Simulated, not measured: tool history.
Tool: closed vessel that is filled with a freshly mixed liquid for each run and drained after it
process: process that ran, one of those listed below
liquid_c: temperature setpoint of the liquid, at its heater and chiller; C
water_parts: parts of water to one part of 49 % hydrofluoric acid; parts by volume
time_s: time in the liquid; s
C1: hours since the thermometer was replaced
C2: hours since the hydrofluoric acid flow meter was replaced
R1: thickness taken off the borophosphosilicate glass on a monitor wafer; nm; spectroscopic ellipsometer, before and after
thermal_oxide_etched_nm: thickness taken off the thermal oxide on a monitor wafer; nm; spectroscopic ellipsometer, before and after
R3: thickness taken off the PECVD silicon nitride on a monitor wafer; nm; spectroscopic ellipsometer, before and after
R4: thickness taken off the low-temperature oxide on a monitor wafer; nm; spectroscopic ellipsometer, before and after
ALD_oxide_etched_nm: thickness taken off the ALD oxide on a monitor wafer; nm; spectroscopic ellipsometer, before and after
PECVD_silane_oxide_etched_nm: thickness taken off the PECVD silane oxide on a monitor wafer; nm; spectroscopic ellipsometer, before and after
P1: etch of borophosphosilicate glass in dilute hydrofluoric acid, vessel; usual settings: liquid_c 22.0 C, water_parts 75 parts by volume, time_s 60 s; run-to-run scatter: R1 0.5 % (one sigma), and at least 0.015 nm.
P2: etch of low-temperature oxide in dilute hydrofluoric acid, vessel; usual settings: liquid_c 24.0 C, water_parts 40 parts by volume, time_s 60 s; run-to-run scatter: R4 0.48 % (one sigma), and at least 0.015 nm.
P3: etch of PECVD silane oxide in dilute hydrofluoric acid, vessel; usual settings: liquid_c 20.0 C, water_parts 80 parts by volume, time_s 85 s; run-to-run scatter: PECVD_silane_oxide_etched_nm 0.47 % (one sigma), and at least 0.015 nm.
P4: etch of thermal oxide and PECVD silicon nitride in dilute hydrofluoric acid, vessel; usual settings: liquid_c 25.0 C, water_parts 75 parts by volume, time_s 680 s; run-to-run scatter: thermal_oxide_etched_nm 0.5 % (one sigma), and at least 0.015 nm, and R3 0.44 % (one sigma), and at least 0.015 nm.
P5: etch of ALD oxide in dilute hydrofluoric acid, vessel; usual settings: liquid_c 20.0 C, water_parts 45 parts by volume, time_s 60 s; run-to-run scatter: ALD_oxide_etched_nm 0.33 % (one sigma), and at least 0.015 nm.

run 1 hour=6.1 | process=P1 liquid_c=22.0 water_parts=75 time_s=60 | C1=876.9 C2=362.2 | R1=23.632
run 2 hour=12.0 | process=P1 liquid_c=22.0 water_parts=20 time_s=60 | C1=882.8 C2=368.1 | R1=96.286
run 3 hour=16.7 | process=P4 liquid_c=25.0 water_parts=75 time_s=165 | C1=887.5 C2=372.8 | thermal_oxide_etched_nm=11.046 R3=3.9835
run 4 hour=20.1 | process=P2 liquid_c=31.5 water_parts=40 time_s=60 | C1=890.9 C2=376.2 | R4=36.114
run 5 hour=25.2 | process=P1 liquid_c=22.0 water_parts=75 time_s=60 | C1=896.0 C2=381.3 | R1=23.896
run 6 hour=28.8 | process=P1 liquid_c=22.0 water_parts=75 time_s=60 | C1=899.6 C2=384.9 | R1=23.787
run 7 hour=33.7 | process=P2 liquid_c=24.0 water_parts=40 time_s=105 | C1=904.5 C2=389.8 | R4=47.047
run 8 hour=37.4 | process=P4 liquid_c=25.0 water_parts=75 time_s=680 | C1=908.2 C2=393.5 | thermal_oxide_etched_nm=45.022 R3=16.3140
run 9 hour=42.7 | process=P1 liquid_c=22.0 water_parts=75 time_s=60 | C1=913.5 C2=398.8 | R1=23.755
run 10 hour=45.9 | process=P5 liquid_c=20.0 water_parts=45 time_s=60 | C1=916.7 C2=402.0 | ALD_oxide_etched_nm=39.553
run 11 hour=52.6 | process=P2 liquid_c=24.0 water_parts=40 time_s=60 | C1=923.4 C2=408.7 | R4=26.708
run 12 hour=59.0 | process=P1 liquid_c=22.0 water_parts=120 time_s=60 | C1=929.8 C2=415.1 | R1=14.104
run 13 hour=65.2 | process=P3 liquid_c=20.0 water_parts=80 time_s=30 | C1=936.0 C2=421.3 | PECVD_silane_oxide_etched_nm=9.5741
run 14 hour=71.4 | process=P3 liquid_c=26.0 water_parts=80 time_s=85 | C1=942.2 C2=427.5 | PECVD_silane_oxide_etched_nm=34.7310
run 15 hour=77.2 | process=P2 liquid_c=24.0 water_parts=20 time_s=60 | C1=948.0 C2=433.3 | R4=55.183
run 16 hour=82.7 | process=P1 liquid_c=22.0 water_parts=75 time_s=110 | C1=953.5 C2=438.8 | R1=43.687
run 17 hour=87.7 | process=P1 liquid_c=17.0 water_parts=75 time_s=60 | C1=958.5 C2=443.8 | R1=19.100
run 18 hour=90.9 | process=P1 liquid_c=22.0 water_parts=75 time_s=60 | C1=961.7 C2=447.0 | R1=23.659
run 19 hour=97.4 | process=P1 liquid_c=17.0 water_parts=75 time_s=110 | C1=968.2 C2=453.5 | R1=35.546
-- hour=99.8 thermometer replaced
run 20 hour=102.4 | process=P1 liquid_c=27.5 water_parts=75 time_s=60 | C1=2.6 C2=458.5 | R1=29.912
run 21 hour=106.3 | process=P3 liquid_c=20.0 water_parts=110 time_s=85 | C1=6.5 C2=462.4 | PECVD_silane_oxide_etched_nm=19.0120
run 22 hour=110.8 | process=P1 liquid_c=17.0 water_parts=20 time_s=60 | C1=11.0 C2=466.9 | R1=76.308
run 23 hour=117.1 | process=P4 liquid_c=25.0 water_parts=135 time_s=680 | C1=17.3 C2=473.2 | thermal_oxide_etched_nm=23.372 R3=9.1272
run 24 hour=123.9 | process=P1 liquid_c=22.0 water_parts=75 time_s=60 | C1=24.1 C2=480.0 | R1=23.943
run 25 hour=128.8 | process=P1 liquid_c=18.0 water_parts=75 time_s=30 | C1=29.0 C2=484.9 | R1=10.080
run 26 hour=132.7 | process=P1 liquid_c=22.0 water_parts=75 time_s=60 | C1=32.9 C2=488.8 | R1=24.039
run 27 hour=138.3 | process=P2 liquid_c=24.0 water_parts=40 time_s=60 | C1=38.5 C2=494.4 | R4=26.685
run 28 hour=142.9 | process=P5 liquid_c=20.0 water_parts=45 time_s=30 | C1=43.1 C2=499.0 | ALD_oxide_etched_nm=19.780
run 29 hour=146.7 | process=P5 liquid_c=20.0 water_parts=25 time_s=60 | C1=46.9 C2=502.8 | ALD_oxide_etched_nm=72.792
run 30 hour=151.8 | process=P4 liquid_c=21.5 water_parts=75 time_s=680 | C1=52.0 C2=507.9 | thermal_oxide_etched_nm=39.563 R3=12.9670
run 31 hour=155.7 | process=P1 liquid_c=22.0 water_parts=75 time_s=30 | C1=55.9 C2=511.8 | R1=11.875
run 32 hour=162.5 | process=P3 liquid_c=20.0 water_parts=80 time_s=85 | C1=62.7 C2=518.6 | PECVD_silane_oxide_etched_nm=27.1590
run 33 hour=166.2 | process=P3 liquid_c=20.0 water_parts=80 time_s=85 | C1=66.4 C2=522.3 | PECVD_silane_oxide_etched_nm=27.1240
run 34 hour=169.6 | process=P5 liquid_c=24.0 water_parts=45 time_s=60 | C1=69.8 C2=525.7 | ALD_oxide_etched_nm=46.816
run 35 hour=173.9 | process=P4 liquid_c=25.0 water_parts=75 time_s=680 | C1=74.1 C2=530.0 | thermal_oxide_etched_nm=45.483 R3=16.3630
run 36 hour=178.3 | process=P1 liquid_c=22.0 water_parts=75 time_s=60 | C1=78.5 C2=534.4 | R1=23.981
run 37 hour=182.0 | process=P1 liquid_c=22.0 water_parts=75 time_s=60 | C1=82.2 C2=538.1 | R1=23.213
run 38 hour=188.4 | process=P1 liquid_c=22.0 water_parts=75 time_s=60 | C1=88.6 C2=544.5 | R1=22.855
run 39 hour=191.5 | process=P1 liquid_c=22.0 water_parts=75 time_s=60 | C1=91.7 C2=547.6 | R1=22.560
run 40 hour=196.6 | process=P1 liquid_c=22.0 water_parts=75 time_s=60 | C1=96.8 C2=552.7 | R1=22.089
run 41 hour=203.1 | process=P1 liquid_c=22.0 water_parts=75 time_s=60 | C1=103.3 C2=559.2 | R1=21.902
run 42 hour=208.3 | process=P1 liquid_c=22.0 water_parts=75 time_s=60 | C1=108.5 C2=564.4 | R1=21.740
run 43 hour=213.0 | process=P1 liquid_c=22.0 water_parts=75 time_s=60 | C1=113.2 C2=569.1 | R1=21.843
run 44 hour=218.3 | process=P1 liquid_c=22.0 water_parts=75 time_s=60 | C1=118.5 C2=574.4 | R1=21.758
run 45 hour=225.3 | process=P1 liquid_c=22.0 water_parts=75 time_s=60 | C1=125.5 C2=581.4 | R1=21.642
run 46 hour=231.3 | process=P1 liquid_c=22.0 water_parts=75 time_s=60 | C1=131.5 C2=587.4 | R1=21.664

What P1 gives has crept away from where it was. These 2 causes fit the log equally well, each at the size given:
A: liquid colder than its thermometer reads (K) = 2.29
B: hydrofluoric acid flow below the setpoint (%) = 8.3
The creep began at about hour 178.3.

4 check runs are offered, one wafer each, their results left as question marks. Which one tells the causes apart?
run check 1 hour=237.3 | process=P2 liquid_c=24.0 water_parts=40 time_s=60 | R4=?
run check 2 hour=237.3 | process=P3 liquid_c=20.0 water_parts=80 time_s=85 | PECVD_silane_oxide_etched_nm=?
run check 3 hour=237.3 | process=P4 liquid_c=25.0 water_parts=75 time_s=680 | thermal_oxide_etched_nm=? R3=?
run check 4 hour=237.3 | process=P5 liquid_c=20.0 water_parts=45 time_s=60 | ALD_oxide_etched_nm=?

What each check would give under each cause:
check=check_1 result=R4 if_A=24.298 if_B=24.404
check=check_2 result=PECVD_silane_oxide_etched_nm if_A=24.5730 if_B=24.6050
check=check_3 result=thermal_oxide_etched_nm if_A=41.407 if_B=41.285
check=check_3 result=R3 if_A=14.0120 if_B=14.9870
check=check_4 result=ALD_oxide_etched_nm if_A=35.933 if_B=36.185
How far apart the two closest causes lie, in the result that separates them most: check 1 0.44 %; check 2 0.13 %; check 3 6.72 %; check 4 0.7 %
Check 3 tells the causes apart: in the others they would give nearly the same result.

Then check 3 was run and gave: thermal_oxide_etched_nm 41.544 nm; R3 14.8960 nm. Which cause is it?

It is B: hydrofluoric acid flow below the setpoint (%).
